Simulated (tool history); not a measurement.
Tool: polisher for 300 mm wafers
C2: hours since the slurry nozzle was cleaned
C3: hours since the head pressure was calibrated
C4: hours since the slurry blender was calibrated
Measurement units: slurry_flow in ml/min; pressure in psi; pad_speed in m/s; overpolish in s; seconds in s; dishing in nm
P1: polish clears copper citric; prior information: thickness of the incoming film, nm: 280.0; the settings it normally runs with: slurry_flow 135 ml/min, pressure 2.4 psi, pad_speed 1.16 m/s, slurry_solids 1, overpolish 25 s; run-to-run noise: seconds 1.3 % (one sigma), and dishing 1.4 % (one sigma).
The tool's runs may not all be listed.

run 1 hour=6.7 | slurry_flow=135 pressure=2.4 pad_speed=1.16 slurry_solids=1 overpolish=25 | wafers_polished_on_this_pad=456 C2=84.8 C3=152.8 C4=145.4 | seconds=163.88 dishing=25.861
run 2 hour=12.9 | slurry_flow=135 pressure=2.4 pad_speed=1.16 slurry_solids=1 overpolish=8 | wafers_polished_on_this_pad=491 C2=91 C3=159 C4=151.6 | seconds=165.83 dishing=9.8562
run 3 hour=22.1 | slurry_flow=135 pressure=1.2 pad_speed=1.16 slurry_solids=1 overpolish=25 | wafers_polished_on_this_pad=544 C2=100.2 C3=168.2 C4=160.8 | seconds=317.54 dishing=14.777
run 4 hour=31.4 | slurry_flow=135 pressure=2.4 pad_speed=0.52 slurry_solids=1 overpolish=25 | wafers_polished_on_this_pad=597 C2=109.5 C3=177.5 C4=170.1 | seconds=353.34 dishing=13.82
run 5 hour=42.5 | slurry_flow=135 pressure=2.4 pad_speed=1.16 slurry_solids=1 overpolish=25 | wafers_polished_on_this_pad=660 C2=120.6 C3=188.6 C4=181.2 | seconds=165.83 dishing=25.801
run 6 hour=50.5 | slurry_flow=135 pressure=2.4 pad_speed=1.16 slurry_solids=0.5 overpolish=25 | wafers_polished_on_this_pad=706 C2=128.6 C3=196.6 C4=189.2 | seconds=191.84 dishing=23.041
run 7 hour=61.8 | slurry_flow=200 pressure=2.4 pad_speed=1.16 slurry_solids=1 overpolish=25 | wafers_polished_on_this_pad=770 C2=139.9 C3=207.9 C4=200.5 | seconds=153.42 dishing=27.207
run 8 hour=70.5 | slurry_flow=80 pressure=2.4 pad_speed=1.16 slurry_solids=0.7 overpolish=25 | wafers_polished_on_this_pad=820 C2=148.6 C3=216.6 C4=209.2 | seconds=199.25 dishing=22.457
run 9 hour=82.5 | slurry_flow=135 pressure=2.4 pad_speed=1.16 slurry_solids=1.45 overpolish=25 | wafers_polished_on_this_pad=889 C2=160.6 C3=228.6 C4=221.2 | seconds=149.88 dishing=27.589
run 10 hour=92 | slurry_flow=135 pressure=2.4 pad_speed=1.16 slurry_solids=1 overpolish=43 | wafers_polished_on_this_pad=943 C2=170.1 C3=238.1 C4=230.7 | seconds=165.77 dishing=37.392
run 11 hour=101 | slurry_flow=135 pressure=3.5 pad_speed=1.16 slurry_solids=1 overpolish=25 | wafers_polished_on_this_pad=994 C2=179.1 C3=247.1 C4=239.7 | seconds=116.05 dishing=34.657
run 12 hour=110.5 | slurry_flow=135 pressure=2.4 pad_speed=1.16 slurry_solids=1 overpolish=25 | wafers_polished_on_this_pad=1049 C2=188.6 C3=256.6 C4=249.2 | seconds=163.6 dishing=25.692
run 13 hour=122.4 | slurry_flow=135 pressure=2.4 pad_speed=1.8 slurry_solids=1 overpolish=25 | wafers_polished_on_this_pad=1117 C2=200.5 C3=268.5 C4=261.1 | seconds=104.91 dishing=34.758
run 14 hour=134.6 | slurry_flow=135 pressure=1.5 pad_speed=1.16 slurry_solids=0.75 overpolish=25 | wafers_polished_on_this_pad=1186 C2=212.7 C3=280.7 C4=273.3 | seconds=267.64 dishing=17.157
run 15 hour=143.6 | slurry_flow=80 pressure=2.4 pad_speed=1.16 slurry_solids=1 overpolish=25 | wafers_polished_on_this_pad=1238 C2=221.7 C3=289.7 C4=282.3 | seconds=181.56 dishing=23.628
-- hour=145.5 head pressure recalibrated
run 16 hour=156.2 | slurry_flow=135 pressure=2.4 pad_speed=1.16 slurry_solids=1 overpolish=25 | wafers_polished_on_this_pad=1310 C2=234.3 C3=10.7 C4=294.9 | seconds=162.54 dishing=26.3
run 17 hour=164.5 | slurry_flow=135 pressure=2.4 pad_speed=1.16 slurry_solids=1 overpolish=25 | wafers_polished_on_this_pad=1357 C2=242.6 C3=19 C4=303.2 | seconds=161.67 dishing=26.371
run 18 hour=176.8 | slurry_flow=135 pressure=2.4 pad_speed=1.16 slurry_solids=1 overpolish=25 | wafers_polished_on_this_pad=1428 C2=254.9 C3=31.3 C4=315.5 | seconds=164.78 dishing=25.946
run 19 hour=184.5 | slurry_flow=135 pressure=2.4 pad_speed=1.16 slurry_solids=1 overpolish=25 | wafers_polished_on_this_pad=1471 C2=262.6 C3=39 C4=323.2 | seconds=167.73 dishing=25.528
run 20 hour=194.4 | slurry_flow=135 pressure=2.4 pad_speed=1.16 slurry_solids=1 overpolish=25 | wafers_polished_on_this_pad=1528 C2=272.5 C3=48.9 C4=333.1 | seconds=171.21 dishing=25.278
run 21 hour=204.2 | slurry_flow=135 pressure=2.4 pad_speed=1.16 slurry_solids=1 overpolish=25 | wafers_polished_on_this_pad=1584 C2=282.3 C3=58.7 C4=342.9 | seconds=170.94 dishing=25.202
-- hour=208.5 head pressure recalibrated
run 22 hour=214.3 | slurry_flow=135 pressure=2.4 pad_speed=1.16 slurry_solids=1 overpolish=25 | wafers_polished_on_this_pad=1642 C2=292.4 C3=5.9 C4=353 | seconds=174.59 dishing=24.849
run 23 hour=220.7 | slurry_flow=135 pressure=2.4 pad_speed=1.16 slurry_solids=1 overpolish=25 | wafers_polished_on_this_pad=1678 C2=298.8 C3=12.3 C4=359.4 | seconds=177.45 dishing=24.61
run 24 hour=226.6 | slurry_flow=135 pressure=2.4 pad_speed=1.16 slurry_solids=1 overpolish=25 | wafers_polished_on_this_pad=1712 C2=304.7 C3=18.2 C4=365.3 | seconds=173.78 dishing=24.617

Run 25 is up next; what results do you expect?
-- hour=236.3 worn pad replaced by a new one
run 25 hour=236.6 | slurry_flow=135 pressure=2.4 pad_speed=1.16 slurry_solids=1 overpolish=25 | wafers_polished_on_this_pad=1 C2=314.7 C3=28.2 C4=375.3 | seconds=? dishing=?

{"run 25": {"seconds": 174.23, "dishing": 24.715}}
